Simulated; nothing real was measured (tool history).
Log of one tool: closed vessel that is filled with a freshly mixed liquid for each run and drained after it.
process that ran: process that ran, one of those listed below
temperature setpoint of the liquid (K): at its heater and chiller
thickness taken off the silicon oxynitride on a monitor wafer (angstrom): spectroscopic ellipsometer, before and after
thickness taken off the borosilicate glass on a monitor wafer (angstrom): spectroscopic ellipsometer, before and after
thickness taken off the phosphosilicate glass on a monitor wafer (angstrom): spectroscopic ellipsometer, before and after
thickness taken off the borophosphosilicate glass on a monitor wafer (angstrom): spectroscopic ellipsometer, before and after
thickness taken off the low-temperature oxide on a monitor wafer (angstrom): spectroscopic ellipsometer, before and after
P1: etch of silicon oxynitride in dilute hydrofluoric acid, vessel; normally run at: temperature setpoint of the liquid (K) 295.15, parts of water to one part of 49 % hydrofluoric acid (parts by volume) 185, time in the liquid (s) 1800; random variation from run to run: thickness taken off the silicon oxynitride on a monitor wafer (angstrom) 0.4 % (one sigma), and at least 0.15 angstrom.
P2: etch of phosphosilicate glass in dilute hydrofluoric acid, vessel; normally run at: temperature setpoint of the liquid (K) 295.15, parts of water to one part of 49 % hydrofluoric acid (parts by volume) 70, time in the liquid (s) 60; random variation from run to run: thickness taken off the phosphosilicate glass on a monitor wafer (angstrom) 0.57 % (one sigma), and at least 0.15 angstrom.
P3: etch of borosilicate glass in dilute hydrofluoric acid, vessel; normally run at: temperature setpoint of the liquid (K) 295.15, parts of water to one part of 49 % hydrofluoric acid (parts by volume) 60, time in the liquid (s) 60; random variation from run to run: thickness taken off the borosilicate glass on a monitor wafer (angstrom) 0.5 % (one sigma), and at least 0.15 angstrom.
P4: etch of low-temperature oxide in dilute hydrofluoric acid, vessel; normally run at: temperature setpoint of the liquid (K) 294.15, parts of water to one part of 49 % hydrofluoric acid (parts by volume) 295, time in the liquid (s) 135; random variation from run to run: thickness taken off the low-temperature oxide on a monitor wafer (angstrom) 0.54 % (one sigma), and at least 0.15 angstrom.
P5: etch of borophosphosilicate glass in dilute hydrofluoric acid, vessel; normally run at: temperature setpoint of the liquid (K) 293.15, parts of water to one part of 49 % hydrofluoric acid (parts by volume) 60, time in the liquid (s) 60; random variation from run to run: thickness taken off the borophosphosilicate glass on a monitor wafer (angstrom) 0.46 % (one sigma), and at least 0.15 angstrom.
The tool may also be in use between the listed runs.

| run | hour | process that ran | temperature setpoint of the liquid (K) | parts of water to one part of 49 % hydrofluoric acid (parts by volume) | time in the liquid (s) | hours since the thermometer was replaced | hours since the hydrofluoric acid flow meter was replaced | thickness taken off the silicon oxynitride on a monitor wafer (angstrom) | thickness taken off the borosilicate glass on a monitor wafer (angstrom) | thickness taken off the phosphosilicate glass on a monitor wafer (angstrom) | thickness taken off the borophosphosilicate glass on a monitor wafer (angstrom) | thickness taken off the low-temperature oxide on a monitor wafer (angstrom) |
|---|---|---|---|---|---|---|---|---|---|---|---|---|
| 1 | 5.8 | P1 | 295.15 | 185 | 1800 | 828 | 555.5 | 198.5 |  |  |  |  |
| 2 | 12.4 | P3 | 295.15 | 100 | 60 | 834.6 | 562.1 |  | 171.02 |  |  |  |
| 3 | 16.8 | P1 | 295.15 | 40 | 1800 | 839 | 566.5 | 1025.3 |  |  |  |  |
| 4 | 21.9 | P2 | 290.15 | 70 | 60 | 844.1 | 571.6 |  |  | 1327.2 |  |  |
| 5 | 25.7 | P1 | 295.15 | 185 | 1800 | 847.9 | 575.4 | 198.26 |  |  |  |  |
| 6 | 30.9 | P3 | 290.15 | 60 | 60 | 853.1 | 580.6 |  | 245.03 |  |  |  |
| 7 | 35.7 | P3 | 295.15 | 60 | 60 | 857.9 | 585.4 |  | 300.93 |  |  |  |
| 8 | 40.1 | P1 | 295.15 | 300 | 3370 | 862.3 | 589.8 | 210.35 |  |  |  |  |
| 9 | 45.6 | P1 | 300.65 | 185 | 545 | 867.8 | 595.3 | 75.916 |  |  |  |  |
| 10 | 50 | P5 | 293.15 | 20 | 60 | 872.2 | 599.7 |  |  |  | 1078.9 |  |
| 11 | 53.8 | P4 | 294.15 | 540 | 135 | 876 | 603.5 |  |  |  |  | 49.148 |
| 12 | 60.5 | P1 | 295.15 | 185 | 1800 | 882.7 | 610.2 | 198.98 |  |  |  |  |
| 13 | 66.4 | P5 | 290.15 | 60 | 60 | 888.6 | 616.1 |  |  |  | 302.91 |  |
| 14 | 70.3 | P1 | 295.15 | 185 | 3190 | 892.5 | 620 | 350.36 |  |  |  |  |
| 15 | 75.6 | P4 | 294.15 | 295 | 135 | 897.8 | 625.3 |  |  |  |  | 109.04 |
| 16 | 80 | P1 | 295.15 | 295 | 1800 | 902.2 | 629.7 | 114.4 |  |  |  |  |
| 17 | 85.5 | P3 | 295.15 | 60 | 60 | 907.7 | 635.2 |  | 302.86 |  |  |  |
| 18 | 89.9 | P1 | 290.15 | 185 | 555 | 912.1 | 639.6 | 48.305 |  |  |  |  |
| 19 | 93.8 | P5 | 293.15 | 60 | 60 | 916 | 643.5 |  |  |  | 340.13 |  |
| 20 | 99.4 | P1 | 295.15 | 185 | 715 | 921.6 | 649.1 | 78.907 |  |  |  |  |
| 21 | 105.2 | P4 | 290.15 | 295 | 135 | 927.4 | 654.9 |  |  |  |  | 94.754 |
| 22 | 111.8 | P4 | 294.15 | 295 | 260 | 934 | 661.5 |  |  |  |  | 210.91 |
| 23 | 115.8 | P5 | 293.15 | 60 | 60 | 938 | 665.5 |  |  |  | 339.3 |  |
| 24 | 122.1 | P1 | 301.65 | 185 | 1800 | 944.3 | 671.8 | 262.15 |  |  |  |  |
| 25 | 128.8 | P3 | 295.15 | 60 | 85 | 951 | 678.5 |  | 429.2 |  |  |  |
| 26 | 135.3 | P4 | 294.15 | 295 | 135 | 957.5 | 685 |  |  |  |  | 110.19 |
| 27 | 141.6 | P5 | 293.15 | 60 | 85 | 963.8 | 691.3 |  |  |  | 484.84 |  |
| 28 | 146.9 | P2 | 295.15 | 70 | 60 | 969.1 | 696.6 |  |  | 1632.3 |  |  |
| 29 | 151.3 | P2 | 295.15 | 70 | 100 | 973.5 | 701 |  |  | 2723.8 |  |  |
| 30 | 155.5 | P1 | 290.15 | 185 | 1800 | 977.7 | 705.2 | 155.53 |  |  |  |  |

Forecast run 31:
| 31 | 158.6 | P2 | 295.15 | 20 | 60 | 980.8 | 708.3 |  |  | ? |  |  |

thickness taken off the phosphosilicate glass on a monitor wafer (angstrom): 6097.9

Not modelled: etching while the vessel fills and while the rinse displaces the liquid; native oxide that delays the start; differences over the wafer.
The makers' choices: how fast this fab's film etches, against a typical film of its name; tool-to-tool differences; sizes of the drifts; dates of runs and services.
